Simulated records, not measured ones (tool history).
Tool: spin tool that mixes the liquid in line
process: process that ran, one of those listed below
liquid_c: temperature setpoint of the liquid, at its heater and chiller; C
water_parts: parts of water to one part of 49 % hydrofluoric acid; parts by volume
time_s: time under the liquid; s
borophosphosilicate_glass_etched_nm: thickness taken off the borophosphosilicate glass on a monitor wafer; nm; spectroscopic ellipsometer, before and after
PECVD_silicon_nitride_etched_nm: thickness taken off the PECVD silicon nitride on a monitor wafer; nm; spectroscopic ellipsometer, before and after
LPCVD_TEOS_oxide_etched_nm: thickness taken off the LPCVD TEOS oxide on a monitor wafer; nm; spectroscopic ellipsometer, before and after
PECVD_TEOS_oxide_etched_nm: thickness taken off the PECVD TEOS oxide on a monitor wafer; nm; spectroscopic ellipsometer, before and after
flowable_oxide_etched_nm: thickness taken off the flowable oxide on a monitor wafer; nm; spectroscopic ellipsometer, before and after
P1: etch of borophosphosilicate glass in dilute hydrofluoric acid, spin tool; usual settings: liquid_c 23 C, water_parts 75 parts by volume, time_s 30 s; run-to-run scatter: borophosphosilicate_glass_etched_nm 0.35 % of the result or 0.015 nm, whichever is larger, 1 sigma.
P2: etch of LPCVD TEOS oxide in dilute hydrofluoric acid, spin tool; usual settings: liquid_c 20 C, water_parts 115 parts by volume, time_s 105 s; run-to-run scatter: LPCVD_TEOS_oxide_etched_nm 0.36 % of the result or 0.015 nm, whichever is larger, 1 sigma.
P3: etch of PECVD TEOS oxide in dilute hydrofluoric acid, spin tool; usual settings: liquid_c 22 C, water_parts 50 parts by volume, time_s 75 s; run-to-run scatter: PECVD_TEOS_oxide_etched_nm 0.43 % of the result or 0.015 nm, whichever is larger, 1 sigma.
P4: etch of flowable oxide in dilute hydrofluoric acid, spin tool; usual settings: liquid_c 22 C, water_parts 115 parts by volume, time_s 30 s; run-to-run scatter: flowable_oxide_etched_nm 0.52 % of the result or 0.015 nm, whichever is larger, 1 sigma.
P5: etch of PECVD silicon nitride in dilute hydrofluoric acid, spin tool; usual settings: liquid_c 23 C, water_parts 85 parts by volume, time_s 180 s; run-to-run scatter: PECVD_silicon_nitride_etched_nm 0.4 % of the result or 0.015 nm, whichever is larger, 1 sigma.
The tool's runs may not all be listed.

run     day  process  liquid_c  water_parts  time_s  borophosphosilicate_glass_etched_nm  PECVD_silicon_nitride_etched_nm  LPCVD_TEOS_oxide_etched_nm  PECVD_TEOS_oxide_etched_nm  flowable_oxide_etched_nm
  1   0.517       P1        23           75      30                               17.328
  2   1.108       P1      19.5           75      50                               25.007
  3   1.646       P5        23           40     180                                                                17.259
  4   2.017       P2        20          115     160                                                                                             27.35
  5   2.358       P1        23           75      15                               8.7003
  6   2.642       P3        22           30      75                                                                                                                        33.391
  7   3.154       P1        23           75      30                               17.288
  8   3.667       P1      17.5           75      45                                20.65
  9   4.225       P1        23          105      30                               12.038
 10   4.529       P4        22          115      50                                                                                                                                                  16.249
 11   5.142       P4        22          115      30                                                                                                                                                  9.7234
 12     5.7       P1      28.5           75      15                               10.801
 13   6.142       P2        20          115     105                                                                                            17.943
 14   6.617       P3        17           50      75                                                                                                                        15.759
 15   6.892       P1        23           75      30                               17.333
 16   7.162       P1        23           75      30                               17.315
 17   7.579       P1        23           35      30                               39.168
 18   7.921       P2      23.5          115     105                                                                                            20.642
 19   8.254       P2        20           40     105                                                                                             56.74
 20   8.838       P1      27.5           75      30                               20.655
 21   9.379       P1        23           75      30                               17.293
 22   9.729       P4        22          210      30                                                                                                                                                  4.8342
 23  10.338       P2        20          115     105                                                                                            18.069
 24  10.662       P1        17           75      30                               13.474
 25  11.229       P3        22           50      15                                                                                                                        3.9405
 26  11.588       P5        23           85     330                                                                15.047
 27  12.179       P4        17          115      30                                                                                                                                                  7.9355
 28  12.638       P1        23           75      30                               17.472

Run 29 comes next. What will it give?
 29  13.058       P3        22           50      75                                                                                                                             ?

{"run 29": {"PECVD_TEOS_oxide_etched_nm": 19.493}}

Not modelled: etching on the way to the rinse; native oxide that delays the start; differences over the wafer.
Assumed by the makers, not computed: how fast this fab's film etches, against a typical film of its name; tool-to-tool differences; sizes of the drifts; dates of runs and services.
